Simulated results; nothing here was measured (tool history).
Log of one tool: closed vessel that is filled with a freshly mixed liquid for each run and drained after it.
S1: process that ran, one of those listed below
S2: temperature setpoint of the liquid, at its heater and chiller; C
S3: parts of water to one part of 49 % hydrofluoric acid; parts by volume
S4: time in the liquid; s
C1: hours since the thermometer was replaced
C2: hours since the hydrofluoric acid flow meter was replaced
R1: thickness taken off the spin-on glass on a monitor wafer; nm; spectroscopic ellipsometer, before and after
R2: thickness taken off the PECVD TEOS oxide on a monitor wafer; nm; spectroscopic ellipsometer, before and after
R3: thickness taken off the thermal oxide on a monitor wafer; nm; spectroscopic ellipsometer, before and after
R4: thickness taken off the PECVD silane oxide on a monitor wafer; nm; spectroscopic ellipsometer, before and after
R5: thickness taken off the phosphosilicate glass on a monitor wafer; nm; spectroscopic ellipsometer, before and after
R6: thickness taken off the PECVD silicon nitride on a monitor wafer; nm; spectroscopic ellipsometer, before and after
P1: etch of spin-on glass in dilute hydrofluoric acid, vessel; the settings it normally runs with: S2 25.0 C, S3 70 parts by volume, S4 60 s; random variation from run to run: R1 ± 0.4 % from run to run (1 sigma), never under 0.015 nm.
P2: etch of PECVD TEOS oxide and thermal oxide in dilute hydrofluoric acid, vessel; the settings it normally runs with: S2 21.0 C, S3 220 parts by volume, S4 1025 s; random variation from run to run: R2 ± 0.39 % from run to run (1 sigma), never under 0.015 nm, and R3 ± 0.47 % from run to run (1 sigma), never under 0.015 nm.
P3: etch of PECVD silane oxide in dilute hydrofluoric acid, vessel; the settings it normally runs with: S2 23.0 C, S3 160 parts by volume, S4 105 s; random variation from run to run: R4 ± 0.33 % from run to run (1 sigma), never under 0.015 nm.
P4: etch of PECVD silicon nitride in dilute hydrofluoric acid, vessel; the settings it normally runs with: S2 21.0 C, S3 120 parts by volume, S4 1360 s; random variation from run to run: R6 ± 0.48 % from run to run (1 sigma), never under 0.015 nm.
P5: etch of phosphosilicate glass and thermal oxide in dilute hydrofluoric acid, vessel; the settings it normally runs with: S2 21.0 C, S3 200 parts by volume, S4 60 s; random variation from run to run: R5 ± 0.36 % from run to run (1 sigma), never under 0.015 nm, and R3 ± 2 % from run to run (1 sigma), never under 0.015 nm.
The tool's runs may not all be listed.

run	day	S1	S2	S3	S4	C1	C2	R1	R2	R3	R4	R5	R6
1	0.404	P1	25.0	70	60	771.3	659.9	31.2330					
2	0.825	P2	21.0	220	1975	781.4	670.0		116.470	32.41100			
3	1.208	P1	25.0	70	60	790.6	679.2	31.0440					
4	1.612	P1	25.0	70	60	800.3	688.9	31.0940					
5	2.004	P1	25.0	70	60	809.7	698.3	30.9800					
6	2.408	P1	25.0	20	60	819.4	708.0	116.6700					
7	2.783	P1	25.0	115	30	828.4	717.0	8.9485					
8	3.129	P1	25.0	105	60	836.7	725.3	19.8250					
9	3.462	P1	25.0	70	60	844.7	733.3	31.0590					
10	3.800	P3	23.0	160	105	852.8	741.4				11.8940		
11	4.296	P3	23.0	160	55	864.7	753.3				6.1821		
12	4.646	P5	21.0	200	60	873.1	761.7			1.24610		29.189	
13	5.025	P1	32.5	70	60	882.2	770.8	41.7360					
14	5.367	P5	29.0	200	60	890.4	779.0			1.58010		39.370	
15	5.704	P4	21.0	120	1360	898.5	787.1						27.897
16	6.038	P4	17.0	120	1360	906.5	795.1						21.141
17	6.271	P1	25.0	70	30	912.1	800.7	15.5000					
18	6.575	P4	21.0	120	1360	919.4	808.0						27.879
19	6.904	P3	18.5	160	105	927.3	815.9				9.9553		
20	7.179	P5	21.0	200	60	933.9	822.5			1.17270		29.344	
21	7.579	P1	18.5	70	60	943.5	832.1	23.7560					
22	7.800	P1	25.0	70	85	948.8	837.4	43.8240					
23	8.092	P2	21.0	45	1025	955.8	844.4		355.890	99.81400			
24	8.454	P2	17.0	220	1025	964.5	853.1		51.300	14.42900			
25	8.692	P5	21.0	200	30	970.2	858.8			0.59199		14.675	
26	9.050	P5	21.0	45	60	978.8	867.4			6.00400		154.360	
27	9.521	P3	23.0	65	105	990.1	878.7				32.5710		
28	9.971	P4	21.0	120	645	1000.9	889.5						13.158
29	10.325	P2	21.0	220	1025	1009.4	898.0		60.131	16.86200			
30	10.654	P4	21.0	195	1360	1017.3	905.9						17.257
31	11.079	P1	25.0	70	60	1027.5	916.1	31.0140					
32	11.438	P3	23.0	160	105	1036.1	924.7				11.8190		
33	11.862	P1	25.0	70	60	1046.3	934.9	31.0010					
34	12.271	P1	25.0	70	60	1056.1	944.7	31.7820					
35	12.550	P1	25.0	70	60	1062.8	951.4	32.1600					
36	12.788	P1	25.0	70	60	1068.5	957.1	32.3320					
37	13.192	P1	25.0	70	60	1078.2	966.8	32.5470					
38	13.425	P1	25.0	70	60	1083.8	972.4	32.6900					
39	13.888	P1	25.0	70	60	1094.9	983.5	32.8920					
40	14.158	P1	25.0	70	60	1101.4	990.0	32.9370					
41	14.379	P1	25.0	70	60	1106.7	995.3	33.1170					
42	14.725	P1	25.0	70	60	1115.0	1003.6	32.9850					
43	15.233	P1	25.0	70	60	1127.2	1015.8	33.0480					
44	15.512	P1	25.0	70	60	1133.9	1022.5	33.3510					

P1 has crept away from where it was. The log is fitted equally well by each of these 2 causes, at the sizes shown:
A: liquid hotter than its thermometer reads (K) = 1.73
B: hydrofluoric acid flow above the setpoint (%) = 6.52
Creep in the process output first set in at about day 11.862.

The check runs listed below each take one wafer, and their results are still question marks. Under which run would the listed causes lead to clearly different results?
check 1	15.792	P4	17.0	120	1360								?
check 2	15.792	P2	21.0	50	1775				?	?			
check 3	15.792	P5	27.0	90	60					?		?	
check 4	15.792	P3	19.5	90	105						?		

Predicted outcomes, by check and by cause:
check	result	if A	if B
check 1	R6	23.868	22.527
check 2	R2	593.490	590.250
check 2	R3	166.43000	165.52000
check 3	R3	3.96780	3.98330
check 3	R5	99.698	100.090
check 4	R4	21.2640	21.2230
How far apart the two closest causes lie, in the result that separates them most: check 1 5.79 %; check 2 0.55 %; check 3 0.39 %; check 4 0.19 %
Check 1 tells the causes apart: in the others they would give nearly the same result.

Then check 1 was run and gave: R6 22.633 nm. Which cause is it?

It was cause B: hydrofluoric acid flow above the setpoint (%).

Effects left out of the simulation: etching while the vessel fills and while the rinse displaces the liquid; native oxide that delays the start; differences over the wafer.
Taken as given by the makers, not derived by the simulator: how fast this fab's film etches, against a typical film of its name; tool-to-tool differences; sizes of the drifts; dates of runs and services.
